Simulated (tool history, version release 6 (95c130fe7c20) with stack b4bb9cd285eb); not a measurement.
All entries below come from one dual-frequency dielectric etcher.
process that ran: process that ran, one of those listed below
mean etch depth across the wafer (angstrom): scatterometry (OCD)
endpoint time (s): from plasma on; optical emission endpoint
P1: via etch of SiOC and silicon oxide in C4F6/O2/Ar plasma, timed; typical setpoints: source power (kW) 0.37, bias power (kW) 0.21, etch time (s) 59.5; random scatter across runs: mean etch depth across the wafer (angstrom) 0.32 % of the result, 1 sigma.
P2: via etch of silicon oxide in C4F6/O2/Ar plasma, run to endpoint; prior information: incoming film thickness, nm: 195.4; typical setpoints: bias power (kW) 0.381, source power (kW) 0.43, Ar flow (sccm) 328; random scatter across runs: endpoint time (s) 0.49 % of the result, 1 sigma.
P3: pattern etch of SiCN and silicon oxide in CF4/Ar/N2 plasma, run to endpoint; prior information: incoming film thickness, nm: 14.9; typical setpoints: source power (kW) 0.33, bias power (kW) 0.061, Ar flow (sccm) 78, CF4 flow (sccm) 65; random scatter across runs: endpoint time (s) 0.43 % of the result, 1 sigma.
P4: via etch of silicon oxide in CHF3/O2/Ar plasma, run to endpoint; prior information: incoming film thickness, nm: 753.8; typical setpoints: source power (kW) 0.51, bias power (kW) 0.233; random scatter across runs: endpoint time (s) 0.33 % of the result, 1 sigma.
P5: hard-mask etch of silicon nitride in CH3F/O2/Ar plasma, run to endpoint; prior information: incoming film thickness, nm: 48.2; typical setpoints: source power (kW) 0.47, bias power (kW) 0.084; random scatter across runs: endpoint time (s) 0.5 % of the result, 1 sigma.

run	hour	process that ran	source power (kW)	bias power (kW)	etch time (s)	Ar flow (sccm)	CF4 flow (sccm)	hours since the last wet clean	hours since the last source power generator calibration	hours since the last bias power generator calibration	mean etch depth across the wafer (angstrom)	endpoint time (s)
1	13.5	P1	0.37	0.21	59.5			323.1	2735.1	548.1	687.7	
2	19.8	P1	0.37	0.21	59.5			329.4	2741.4	554.4	687.08	
3	28.7	P4	0.51	0.233				338.3	2750.3	563.3		358.14
4	35.4	P2	0.43	0.381		328		345	2757	570		46.024
5	46.2	P1	0.37	0.21	83.5			355.8	2767.8	580.8	964.74	
6	60.2	P2	0.43	0.381		414		369.8	2781.8	594.8		47.294
7	72.9	P1	0.37	0.21	59.5			382.5	2794.5	607.5	691.73	
8	81.5	P3	0.33	0.044		78	65	391.1	2803.1	616.1		25.46
9	91.8	P1	0.37	0.21	59.5			401.4	2813.4	626.4	690.18	
10	104.7	P5	0.47	0.084				414.3	2826.3	639.3		64.712
11	113.6	P1	0.45	0.171	59.5			423.2	2835.2	648.2	695.59	
12	124.3	P3	0.33	0.061		78	65	433.9	2845.9	658.9		22.823
13	135.9	P1	0.24	0.21	59.5			445.5	2857.5	670.5	584.75	
14	143.1	P5	0.29	0.084				452.7	2864.7	677.7		77.283
15	157	P5	0.47	0.105				466.6	2878.6	691.6		59.432
16	168.1	P1	0.37	0.21	36.5			477.7	2889.7	702.7	423.23	
# hour 170.1: wet clean of the chamber
17	181.5	P4	0.66	0.233				11.5	2903.1	716.1		322.84
18	191.3	P1	0.37	0.129	59.5			21.3	2912.9	725.9	591.85	
19	197.8	P1	0.51	0.21	59.5			27.8	2919.4	732.4	780.08	
20	210.2	P3	0.33	0.061		54	65	40.2	2931.8	744.8		21.63
21	219.2	P3	0.33	0.061		78	39	49.2	2940.8	753.8		24.96
22	228.1	P4	0.51	0.233				58.1	2949.7	762.7		359.29
23	240.2	P2	0.25	0.381		328		70.2	2961.8	774.8		55.913
24	253.8	P2	0.43	0.537		328		83.8	2975.4	788.4		40.792
25	264.9	P1	0.37	0.21	59.5			94.9	2986.5	799.5	689.36	
26	272.8	P1	0.37	0.289	59.5			102.8	2994.4	807.4	770.43	
27	283.5	P4	0.51	0.151				113.5	3005.1	818.1		415.89
28	290.5	P3	0.39	0.061		78	65	120.5	3012.1	825.1		19.661
29	300.5	P1	0.37	0.21	59.5			130.5	3022.1	835.1	692.31	
30	307.7	P1	0.37	0.21	59.5			137.7	3029.3	842.3	691.61	
31	314.3	P1	0.37	0.21	59.5			144.3	3035.9	848.9	692.38	
32	326	P1	0.37	0.21	59.5			156	3047.6	860.6	699.94	
33	333.8	P1	0.37	0.21	59.5			163.8	3055.4	868.4	698.9	
34	341.6	P1	0.37	0.21	59.5			171.6	3063.2	876.2	696.74	
35	351.7	P1	0.37	0.21	59.5			181.7	3073.3	886.3	696.3	
36	358.4	P1	0.37	0.21	59.5			188.4	3080	893	700.8	
# hour 363.7: wet clean of the chamber
37	367.3	P1	0.37	0.21	59.5			3.7	3088.9	901.9	697.89	
38	378.8	P1	0.37	0.21	59.5			15.2	3100.4	913.4	699.57	
39	391.3	P1	0.37	0.21	59.5			27.7	3112.9	925.9	699.27	

P1 no longer gives what it gave before; its output has crept away from where it was. The following 2 causes, each at its listed size, fit the log equally well:
A: source power that arrives over what is set, % = 4.31
B: bias power that arrives over what is set, % = 4.94
The gradual shift began around hour 300.5.
Excluded causes, each with its reason:
chamber walls in a state that raises the etch rate, %: maintenance at hour 363.7, after the shift began, did not return the process to its former output

Of the 4 check runs below, each run on 3 wafers with the results averaged and each result still a question mark, which one would tell the listed causes apart?
check 1	403.8	P5	0.29	0.084								?
check 2	403.8	P4	0.51	0.181								?
check 3	403.8	P2	0.28	0.521		328						?
check 4	403.8	P3	0.33	0.061		78	40					?

What each check would give under each cause:
check	result	if A	if B
check 1	endpoint time (s)	75.959	75.823
check 2	endpoint time (s)	384.36	384.21
check 3	endpoint time (s)	47.125	46.981
check 4	endpoint time (s)	23.79	24.273
Gap, in per cent, between the two causes that each check separates least, read from the result that separates them most: check 1 0.18 %; check 2 0.04 %; check 3 0.3 %; check 4 2.01 %
Of the check runs offered, only check 4 discriminates between the causes; the rest would read about the same regardless of which cause applies.

Check 4 has now been run. It gave: endpoint time (s) 24.36. Which of the candidate causes is it?

B is the cause: bias power that arrives over what is set, %.
